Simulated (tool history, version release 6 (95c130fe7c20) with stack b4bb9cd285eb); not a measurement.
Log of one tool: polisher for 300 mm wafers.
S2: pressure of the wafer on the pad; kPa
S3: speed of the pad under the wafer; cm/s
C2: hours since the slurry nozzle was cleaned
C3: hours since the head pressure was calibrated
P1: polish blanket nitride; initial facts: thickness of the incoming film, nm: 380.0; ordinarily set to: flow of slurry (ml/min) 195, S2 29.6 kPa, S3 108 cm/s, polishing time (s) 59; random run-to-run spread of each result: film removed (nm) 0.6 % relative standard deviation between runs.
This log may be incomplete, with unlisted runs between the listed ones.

Run 1, hour 6.6: flow of slurry (ml/min) 195, S2 29.6 kPa, S3 108 cm/s, polishing time (s) 59; wafers polished on this pad 402; C2 63.9; C3 317.2. Result: film removed (nm) 111.640.
Run 2, hour 14.4: flow of slurry (ml/min) 195, S2 29.6 kPa, S3 156 cm/s, polishing time (s) 59; wafers polished on this pad 474; C2 71.7; C3 325.0. Result: film removed (nm) 149.320.
Run 3, hour 24.8: flow of slurry (ml/min) 115, S2 29.6 kPa, S3 108 cm/s, polishing time (s) 59; wafers polished on this pad 569; C2 82.1; C3 335.4. Result: film removed (nm) 102.180.
Run 4, hour 35.5: flow of slurry (ml/min) 195, S2 17.2 kPa, S3 108 cm/s, polishing time (s) 59; wafers polished on this pad 668; C2 92.8; C3 346.1. Result: film removed (nm) 65.359.
Run 5, hour 43.4: flow of slurry (ml/min) 195, S2 29.6 kPa, S3 160 cm/s, polishing time (s) 76; wafers polished on this pad 740; C2 100.7; C3 354.0. Result: film removed (nm) 196.120.
Run 6, hour 50.9: flow of slurry (ml/min) 115, S2 29.6 kPa, S3 108 cm/s, polishing time (s) 89; wafers polished on this pad 809; C2 108.2; C3 361.5. Result: film removed (nm) 155.240.
Run 7, hour 61.2: flow of slurry (ml/min) 195, S2 29.6 kPa, S3 56 cm/s, polishing time (s) 59; wafers polished on this pad 903; C2 118.5; C3 371.8. Result: film removed (nm) 65.719.
Run 8, hour 67.5: flow of slurry (ml/min) 195, S2 29.6 kPa, S3 108 cm/s, polishing time (s) 59; wafers polished on this pad 961; C2 124.8; C3 378.1. Result: film removed (nm) 110.600.
Run 9, hour 79.1: flow of slurry (ml/min) 195, S2 29.6 kPa, S3 108 cm/s, polishing time (s) 59; wafers polished on this pad 1068; C2 136.4; C3 389.7. Result: film removed (nm) 111.480.
Run 10, hour 90.2: flow of slurry (ml/min) 195, S2 40.0 kPa, S3 108 cm/s, polishing time (s) 59; wafers polished on this pad 1170; C2 147.5; C3 400.8. Result: film removed (nm) 149.790.
Run 11, hour 100.1: flow of slurry (ml/min) 195, S2 29.6 kPa, S3 108 cm/s, polishing time (s) 59; wafers polished on this pad 1261; C2 157.4; C3 410.7. Result: film removed (nm) 110.840.
Run 12, hour 110.7: flow of slurry (ml/min) 195, S2 29.6 kPa, S3 108 cm/s, polishing time (s) 59; wafers polished on this pad 1358; C2 168.0; C3 421.3. Result: film removed (nm) 110.910.
Run 13, hour 116.0: flow of slurry (ml/min) 310, S2 29.6 kPa, S3 108 cm/s, polishing time (s) 59; wafers polished on this pad 1406; C2 173.3; C3 426.6. Result: film removed (nm) 117.080.
Run 14, hour 126.9: flow of slurry (ml/min) 195, S2 29.6 kPa, S3 108 cm/s, polishing time (s) 27; wafers polished on this pad 1507; C2 184.2; C3 437.5. Result: film removed (nm) 51.175.
Run 15, hour 135.1: flow of slurry (ml/min) 195, S2 29.6 kPa, S3 108 cm/s, polishing time (s) 59; wafers polished on this pad 1582; C2 192.4; C3 445.7. Result: film removed (nm) 110.980.
Run 16, hour 146.8: flow of slurry (ml/min) 195, S2 29.6 kPa, S3 108 cm/s, polishing time (s) 83; wafers polished on this pad 1689; C2 204.1; C3 457.4. Result: film removed (nm) 156.730.
Run 17, hour 153.0: flow of slurry (ml/min) 195, S2 29.6 kPa, S3 108 cm/s, polishing time (s) 59; wafers polished on this pad 1746; C2 210.3; C3 463.6. Result: film removed (nm) 110.820.
Run 18, hour 159.2: flow of slurry (ml/min) 195, S2 29.6 kPa, S3 108 cm/s, polishing time (s) 59; wafers polished on this pad 1803; C2 216.5; C3 469.8. Result: film removed (nm) 112.110.
Run 19, hour 167.0: flow of slurry (ml/min) 195, S2 29.6 kPa, S3 108 cm/s, polishing time (s) 59; wafers polished on this pad 1875; C2 224.3; C3 477.6. Result: film removed (nm) 107.540.
Run 20, hour 176.1: flow of slurry (ml/min) 195, S2 29.6 kPa, S3 108 cm/s, polishing time (s) 59; wafers polished on this pad 1958; C2 233.4; C3 486.7. Result: film removed (nm) 105.240.
At hour 184.9: worn pad replaced by a new one.
Run 21, hour 187.0: flow of slurry (ml/min) 195, S2 29.6 kPa, S3 108 cm/s, polishing time (s) 59; wafers polished on this pad 19; C2 244.3; C3 497.6. Result: film removed (nm) 104.310.
Run 22, hour 194.9: flow of slurry (ml/min) 195, S2 29.6 kPa, S3 108 cm/s, polishing time (s) 59; wafers polished on this pad 92; C2 252.2; C3 505.5. Result: film removed (nm) 103.730.
Run 23, hour 206.0: flow of slurry (ml/min) 195, S2 29.6 kPa, S3 108 cm/s, polishing time (s) 59; wafers polished on this pad 194; C2 263.3; C3 516.6. Result: film removed (nm) 103.790.

Forecast run 24:
Run 24, hour 217.7: flow of slurry (ml/min) 195, S2 29.6 kPa, S3 108 cm/s, polishing time (s) 59; wafers polished on this pad 301; C2 275.0; C3 528.3. Result: film removed (nm) ?.

Run 24 measured film removed (nm) 103.310.
